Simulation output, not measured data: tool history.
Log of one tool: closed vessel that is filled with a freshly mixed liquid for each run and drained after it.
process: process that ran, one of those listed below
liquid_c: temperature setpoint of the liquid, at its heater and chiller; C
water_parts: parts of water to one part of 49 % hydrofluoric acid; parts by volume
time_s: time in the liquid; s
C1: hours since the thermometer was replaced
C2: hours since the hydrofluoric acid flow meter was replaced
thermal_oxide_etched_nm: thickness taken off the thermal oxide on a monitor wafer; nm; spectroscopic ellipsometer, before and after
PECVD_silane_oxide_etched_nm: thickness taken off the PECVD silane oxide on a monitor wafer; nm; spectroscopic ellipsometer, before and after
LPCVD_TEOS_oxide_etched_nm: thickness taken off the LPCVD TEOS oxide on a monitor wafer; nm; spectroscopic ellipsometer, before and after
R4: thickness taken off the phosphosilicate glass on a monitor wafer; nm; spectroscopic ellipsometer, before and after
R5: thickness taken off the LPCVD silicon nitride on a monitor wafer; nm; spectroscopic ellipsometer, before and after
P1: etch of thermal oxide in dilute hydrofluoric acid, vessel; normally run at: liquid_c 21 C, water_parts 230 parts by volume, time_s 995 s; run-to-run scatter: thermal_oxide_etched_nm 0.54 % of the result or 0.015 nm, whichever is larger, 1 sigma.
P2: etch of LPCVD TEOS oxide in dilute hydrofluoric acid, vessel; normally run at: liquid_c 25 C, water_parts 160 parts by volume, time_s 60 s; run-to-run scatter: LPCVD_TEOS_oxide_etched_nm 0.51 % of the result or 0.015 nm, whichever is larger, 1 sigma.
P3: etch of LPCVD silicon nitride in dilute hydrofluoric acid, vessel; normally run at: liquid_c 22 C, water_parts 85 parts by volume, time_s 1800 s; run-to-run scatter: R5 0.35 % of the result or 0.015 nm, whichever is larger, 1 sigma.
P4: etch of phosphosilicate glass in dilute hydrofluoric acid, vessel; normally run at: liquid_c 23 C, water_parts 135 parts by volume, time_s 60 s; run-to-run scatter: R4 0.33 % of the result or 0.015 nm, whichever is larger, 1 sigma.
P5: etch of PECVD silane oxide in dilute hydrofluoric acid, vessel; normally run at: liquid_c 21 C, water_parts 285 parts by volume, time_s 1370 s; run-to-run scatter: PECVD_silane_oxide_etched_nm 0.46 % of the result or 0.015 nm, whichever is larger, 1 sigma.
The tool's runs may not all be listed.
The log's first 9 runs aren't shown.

Run 10, day 1.246: process P4, liquid_c 17 C, water_parts 135 parts by volume, time_s 60 s; C1 461.9; C2 527.8. Result: R4 55.798 nm.
Run 11, day 1.379: process P5, liquid_c 21 C, water_parts 50 parts by volume, time_s 1370 s; C1 465.1; C2 531. Result: PECVD_silane_oxide_etched_nm 400.34 nm.
Run 12, day 1.55: process P2, liquid_c 25 C, water_parts 160 parts by volume, time_s 105 s; C1 469.2; C2 535.1. Result: LPCVD_TEOS_oxide_etched_nm 16.384 nm.
Run 13, day 1.692: process P3, liquid_c 22 C, water_parts 85 parts by volume, time_s 1800 s; C1 472.6; C2 538.5. Result: R5 8.7409 nm.
Run 14, day 1.862: process P1, liquid_c 17 C, water_parts 230 parts by volume, time_s 285 s; C1 476.7; C2 542.6. Result: thermal_oxide_etched_nm 3.841 nm.
Run 15, day 1.996: process P2, liquid_c 17 C, water_parts 160 parts by volume, time_s 60 s; C1 479.9; C2 545.8. Result: LPCVD_TEOS_oxide_etched_nm 6.8257 nm.
Run 16, day 2.079: process P1, liquid_c 21 C, water_parts 80 parts by volume, time_s 995 s; C1 481.9; C2 547.8. Result: thermal_oxide_etched_nm 52.193 nm.
Run 17, day 2.167: process P4, liquid_c 23 C, water_parts 135 parts by volume, time_s 60 s; C1 484; C2 549.9. Result: R4 71.012 nm.
Run 18, day 2.296: process P4, liquid_c 23 C, water_parts 135 parts by volume, time_s 85 s; C1 487.1; C2 553. Result: R4 100.35 nm.
Run 19, day 2.412: process P1, liquid_c 17 C, water_parts 230 parts by volume, time_s 995 s; C1 489.9; C2 555.8. Result: thermal_oxide_etched_nm 13.259 nm.
Run 20, day 2.542: process P4, liquid_c 23 C, water_parts 135 parts by volume, time_s 60 s; C1 493; C2 558.9. Result: R4 71.25 nm.
Run 21, day 2.654: process P3, liquid_c 22 C, water_parts 50 parts by volume, time_s 1800 s; C1 495.7; C2 561.6. Result: R5 14.659 nm.
Run 22, day 2.783: process P1, liquid_c 17.5 C, water_parts 230 parts by volume, time_s 1940 s; C1 498.8; C2 564.7. Result: thermal_oxide_etched_nm 26.443 nm.
Run 23, day 2.95: process P5, liquid_c 21 C, water_parts 285 parts by volume, time_s 1370 s; C1 502.8; C2 568.7. Result: PECVD_silane_oxide_etched_nm 54.747 nm.

Run 24 comes next. What will it give?
Run 24, day 3.079: process P5, liquid_c 17 C, water_parts 285 parts by volume, time_s 1370 s; C1 505.9; C2 571.8. Result: PECVD_silane_oxide_etched_nm ?.

{"run 24": {"PECVD_silane_oxide_etched_nm": 47.338}}

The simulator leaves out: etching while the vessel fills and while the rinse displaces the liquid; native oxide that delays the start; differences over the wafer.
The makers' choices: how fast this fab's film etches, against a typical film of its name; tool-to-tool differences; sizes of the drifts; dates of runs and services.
